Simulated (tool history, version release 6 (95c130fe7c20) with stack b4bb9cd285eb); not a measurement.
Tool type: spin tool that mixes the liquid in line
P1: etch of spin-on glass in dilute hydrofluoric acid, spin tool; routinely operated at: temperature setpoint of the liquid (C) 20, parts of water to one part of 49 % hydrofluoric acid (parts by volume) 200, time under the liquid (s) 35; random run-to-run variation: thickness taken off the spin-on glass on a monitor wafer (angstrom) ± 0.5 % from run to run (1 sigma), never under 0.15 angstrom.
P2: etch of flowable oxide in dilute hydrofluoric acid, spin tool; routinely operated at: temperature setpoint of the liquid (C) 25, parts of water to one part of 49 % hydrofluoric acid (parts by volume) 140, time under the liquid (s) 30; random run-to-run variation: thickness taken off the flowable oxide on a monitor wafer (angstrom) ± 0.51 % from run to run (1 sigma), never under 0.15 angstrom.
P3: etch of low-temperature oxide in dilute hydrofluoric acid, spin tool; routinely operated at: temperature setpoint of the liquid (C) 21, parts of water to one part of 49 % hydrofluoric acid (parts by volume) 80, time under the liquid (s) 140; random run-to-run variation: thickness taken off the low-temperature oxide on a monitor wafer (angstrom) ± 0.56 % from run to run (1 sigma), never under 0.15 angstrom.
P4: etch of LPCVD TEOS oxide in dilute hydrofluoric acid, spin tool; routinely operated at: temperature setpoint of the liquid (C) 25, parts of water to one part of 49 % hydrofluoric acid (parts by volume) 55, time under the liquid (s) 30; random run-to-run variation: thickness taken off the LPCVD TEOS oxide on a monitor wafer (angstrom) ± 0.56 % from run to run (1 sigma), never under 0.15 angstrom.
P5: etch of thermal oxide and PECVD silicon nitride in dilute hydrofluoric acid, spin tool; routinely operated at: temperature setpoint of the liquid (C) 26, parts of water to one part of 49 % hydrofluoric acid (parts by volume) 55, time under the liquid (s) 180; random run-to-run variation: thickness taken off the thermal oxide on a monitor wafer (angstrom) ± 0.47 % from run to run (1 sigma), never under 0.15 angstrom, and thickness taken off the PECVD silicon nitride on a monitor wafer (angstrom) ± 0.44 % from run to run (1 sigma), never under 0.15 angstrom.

run,day,process that ran,temperature setpoint of the liquid (C),parts of water to one part of 49 % hydrofluoric acid (parts by volume),time under the liquid (s),hours since the thermometer was replaced,hours since the hydrofluoric acid flow meter was replaced,thickness taken off the spin-on glass on a monitor wafer (angstrom),thickness taken off the thermal oxide on a monitor wafer (angstrom),thickness taken off the PECVD silicon nitride on a monitor wafer (angstrom),thickness taken off the low-temperature oxide on a monitor wafer (angstrom),thickness taken off the LPCVD TEOS oxide on a monitor wafer (angstrom),thickness taken off the flowable oxide on a monitor wafer (angstrom)
1,0.25,P1,20,200,35,269.6,337.5,62.912,,,,,
2,0.625,P5,26,55,180,278.6,346.5,,170.89,175.46,,,
3,1.112,P5,26,55,180,290.3,358.2,,171.59,175.46,,,
4,1.5,P3,21,80,260,299.6,367.5,,,,530.13,,
5,1.8,P1,20,110,35,306.8,374.7,125.93,,,,,
6,2.104,P1,20,200,20,314.1,382,36.343,,,,,
7,2.608,P4,25,55,15,326.2,394.1,,,,,85.493,
8,3.058,P1,25,200,35,337,404.9,76.168,,,,,
9,3.329,P1,20,290,35,343.5,411.4,39.667,,,,,
10,3.571,P1,20,200,35,349.3,417.2,63.531,,,,,
11,4.017,P1,17,200,55,360,427.9,87.901,,,,,
12,4.371,P3,21,140,140,368.5,436.4,,,,150.85,,
13,4.6,P5,26,30,180,374,441.9,,325.68,317.01,,,
14,4.979,P4,25,55,30,383.1,451,,,,,169.72,
15,5.25,P5,30,55,180,389.6,457.5,,201.45,227.55,,,
16,5.7,P2,25,260,30,400.4,468.3,,,,,,44.65
17,6.083,P1,20,200,35,409.6,477.5,63.099,,,,,
18,6.404,P2,25,140,15,417.3,485.2,,,,,,47.629
19,6.925,P1,20,200,35,429.8,497.7,63.303,,,,,
20,7.35,P1,20,70,60,440,507.9,352.83,,,,,
21,7.762,P4,25,90,30,449.9,517.8,,,,,99.941,
22,8.012,P3,27,80,140,455.9,523.8,,,,360.38,,
23,8.371,P1,20,200,65,464.5,532.4,117.61,,,,,
24,8.858,P5,26,55,345,476.2,544.1,,329.59,334.45,,,
25,9.112,P2,25,140,30,482.3,550.2,,,,,,94.178
26,9.454,P2,18.5,140,30,490.5,558.4,,,,,,72.673
27,9.975,P1,17,200,35,503,570.9,55.886,,,,,
28,10.383,P1,20,200,35,512.8,580.7,63.349,,,,,
29,10.608,P1,20,200,35,518.2,586.1,62.883,,,,,
30,10.846,P3,21,80,140,523.9,591.8,,,,283.44,,
31,11.179,P4,17,55,30,531.9,599.8,,,,,121.65,
32,11.517,P1,20,200,35,540,607.9,62.799,,,,,
33,11.8,P1,20,200,35,546.8,614.7,65.254,,,,,
34,12.246,P1,20,200,35,557.5,625.4,65.647,,,,,
35,12.758,P1,20,200,35,569.8,637.7,67.586,,,,,
36,13.017,P1,20,200,35,576,643.9,67.422,,,,,
37,13.508,P1,20,200,35,587.8,655.7,67.374,,,,,
38,13.9,P1,20,200,35,597.2,665.1,68.075,,,,,
39,14.371,P1,20,200,35,608.5,676.4,68.157,,,,,
40,14.867,P1,20,200,35,620.4,688.3,67.924,,,,,
41,15.304,P1,20,200,35,630.9,698.8,68.248,,,,,

The log shows P1 creeping away from where it was. Any of the 2 causes listed here, at the size stated for it, fits the log just as well as the others:
A: hydrofluoric acid flow above the setpoint (%) = 7.21
B: liquid hotter than its thermometer reads (K) = 2.18
The creep began at about day 11.517.

4 check runs are offered, one wafer each, their results left as question marks. Which one tells the causes apart?
check 1,15.742,P2,25,140,30,,,,,,,,?
check 2,15.742,P4,25,55,30,,,,,,,?,
check 3,15.742,P3,21,80,140,,,,,,?,,
check 4,15.742,P5,26,55,180,,,,?,?,,,

Expected result of each check under each candidate cause:
check,result,if A,if B
check 1,thickness taken off the flowable oxide on a monitor wafer (angstrom),102.56,102.69
check 2,thickness taken off the LPCVD TEOS oxide on a monitor wafer (angstrom),184.03,186.48
check 3,thickness taken off the low-temperature oxide on a monitor wafer (angstrom),304.74,308.77
check 4,thickness taken off the thermal oxide on a monitor wafer (angstrom),185.01,187.31
check 4,thickness taken off the PECVD silicon nitride on a monitor wafer (angstrom),186.86,201.38
Separation of the two closest causes in each check, using whichever result separates them best: check 1 0.13 %; check 2 1.32 %; check 3 1.31 %; check 4 7.48 %
The causes can be told apart only by check 4. The other checks would give nearly the same results under each of them.

With check 4 done, the readings were: thickness taken off the thermal oxide on a monitor wafer (angstrom) 186.81; thickness taken off the PECVD silicon nitride on a monitor wafer (angstrom) 186.66. Identify which of the listed causes applies.

The cause is A: hydrofluoric acid flow above the setpoint (%).
